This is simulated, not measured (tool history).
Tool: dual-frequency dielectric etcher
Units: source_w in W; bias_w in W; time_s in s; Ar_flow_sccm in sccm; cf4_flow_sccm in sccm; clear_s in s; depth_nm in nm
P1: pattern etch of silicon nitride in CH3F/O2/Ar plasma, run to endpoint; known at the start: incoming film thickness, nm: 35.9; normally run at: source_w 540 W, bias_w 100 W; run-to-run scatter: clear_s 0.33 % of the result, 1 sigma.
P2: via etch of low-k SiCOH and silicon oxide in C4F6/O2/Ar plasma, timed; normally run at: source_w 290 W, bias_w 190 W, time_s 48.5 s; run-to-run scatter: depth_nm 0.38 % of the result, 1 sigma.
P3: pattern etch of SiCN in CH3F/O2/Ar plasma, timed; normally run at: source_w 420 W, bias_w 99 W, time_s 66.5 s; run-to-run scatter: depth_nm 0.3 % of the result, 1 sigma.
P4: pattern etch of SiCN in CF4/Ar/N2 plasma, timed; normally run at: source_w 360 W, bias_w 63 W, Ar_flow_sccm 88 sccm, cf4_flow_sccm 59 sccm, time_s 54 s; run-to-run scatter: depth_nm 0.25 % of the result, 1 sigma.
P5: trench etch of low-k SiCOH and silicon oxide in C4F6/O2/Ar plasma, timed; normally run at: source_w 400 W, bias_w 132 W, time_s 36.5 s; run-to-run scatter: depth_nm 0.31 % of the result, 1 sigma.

run,hour,process,source_w,bias_w,time_s,Ar_flow_sccm,cf4_flow_sccm,hours since the last wet clean,hours since the last source power generator calibration,hours since the last bias power generator calibration,clear_s,depth_nm
1,7.1,P1,540,100,,,,297.9,2283.8,1069.1,41.189,
2,12.2,P5,490,132,36.5,,,303,2288.9,1074.2,,116.24
3,17.4,P2,290,190,64.5,,,308.2,2294.1,1079.4,,158.68
4,20.6,P3,420,99,98.5,,,311.4,2297.3,1082.6,,41.868
5,24,P1,360,100,,,,314.8,2300.7,1086,47.208,
6,30.4,P4,450,63,54,88,59,321.2,2307.1,1092.4,,45.265
7,36.1,P2,290,267,48.5,,,326.9,2312.8,1098.1,,133.33
8,40.5,P3,280,99,66.5,,,331.3,2317.2,1102.5,,24.313
9,43.7,P5,400,132,36.5,,,334.5,2320.4,1105.7,,106.65
10,46.8,P5,400,132,36.5,,,337.6,2323.5,1108.8,,106.91
11,50.8,P1,450,119,,,,341.6,2327.5,1112.8,41.058,
12,57.6,P4,360,63,69,88,59,348.4,2334.3,1119.6,,47.606
13,60.7,P2,290,190,48.5,,,351.5,2337.4,1122.7,,119.36
14,64.6,P1,740,80,,,,355.4,2341.3,1126.6,39.311,
15,69.7,P5,400,172,36.5,,,360.5,2346.4,1131.7,,116.37
16,76.4,P1,540,59,,,,367.2,2353.1,1138.4,49.039,
17,79.5,P4,360,63,54,88,59,370.3,2356.2,1141.5,,37.155
18,84.8,P1,540,100,,,,375.6,2361.5,1146.8,40.994,
19,91.2,P1,710,100,,,,382,2367.9,1153.2,36.836,
20,97,P4,360,63,54,104,59,387.8,2373.7,1159,,36.258
21,101.3,P1,540,100,,,,392.1,2378,1163.3,40.962,
22,107.5,P1,690,79,,,,398.3,2384.2,1169.5,40.181,
23,113.7,P2,380,190,48.5,,,404.5,2390.4,1175.7,,131.8
24,117.7,P1,540,100,,,,408.5,2394.4,1179.7,40.929,
25,124.2,P4,360,63,54,88,59,415,2400.9,1186.2,,37.373
26,127.7,P1,540,141,,,,418.5,2404.4,1189.7,36.106,
27,131,P3,420,99,66.5,,,421.8,2407.7,1193,,28.213
28,134.5,P4,360,63,54,88,76,425.3,2411.2,1196.5,,38.8
29,141.1,P4,360,80,54,88,59,431.9,2417.8,1203.1,,40.417
30,146,P3,420,119,66.5,,,436.8,2422.7,1208,,30.262
31,150.5,P1,540,100,,,,441.3,2427.2,1212.5,40.489,
32,156.1,P1,540,100,,,,446.9,2432.8,1218.1,40.995,
33,162.7,P5,400,132,50.5,,,453.5,2439.4,1224.7,,148.6
34,166.8,P1,540,100,,,,457.6,2443.5,1228.8,40.764,
35,170.4,P1,540,100,,,,461.2,2447.1,1232.4,40.589,
36,174.5,P1,540,100,,,,465.3,2451.2,1236.5,40.452,
37,179.6,P1,540,100,,,,470.4,2456.3,1241.6,40.527,
38,183.7,P1,540,100,,,,474.5,2460.4,1245.7,40.192,
# hour 190.4: wet clean of the chamber
39,190.5,P1,540,100,,,,0.2,2467.2,1252.5,40.04,
40,193.7,P1,540,100,,,,3.4,2470.4,1255.7,40.111,
41,200.6,P1,540,100,,,,10.3,2477.3,1262.6,40.097,

What P1 gives has crept away from where it was. These 2 causes fit the log equally well, each at the size given:
A: source power that arrives over what is set, % = 4.53
B: bias power that arrives over what is set, % = 4.7
The creep began at about hour 166.8.
Why every other cause is out:
chamber walls in a state that raises the etch rate, %: serviced at hour 190.4, which brought nothing back

4 check runs are offered, one wafer each, their results left as question marks. Which one tells the causes apart?
check 1,207.5,P4,450,78,54,88,59,,,,,?
check 2,207.5,P5,400,159,47,,,,,,,?
check 3,207.5,P2,290,265,59.5,,,,,,,?
check 4,207.5,P3,310,99,98.5,,,,,,,?

What each check would give under each cause:
check,result,if A,if B
check 1,depth_nm,50.826,49.698
check 2,depth_nm,148.65,148.18
check 3,depth_nm,166.28,166.16
check 4,depth_nm,38.053,38.105
How far apart the two closest causes lie, in the result that separates them most: check 1 2.24 %; check 2 0.32 %; check 3 0.07 %; check 4 0.14 %
Check 1 tells the causes apart: in the others they would give nearly the same result.

Then check 1 was run and gave: depth_nm 49.801 nm. Which cause is it?

It is B: bias power that arrives over what is set, %.
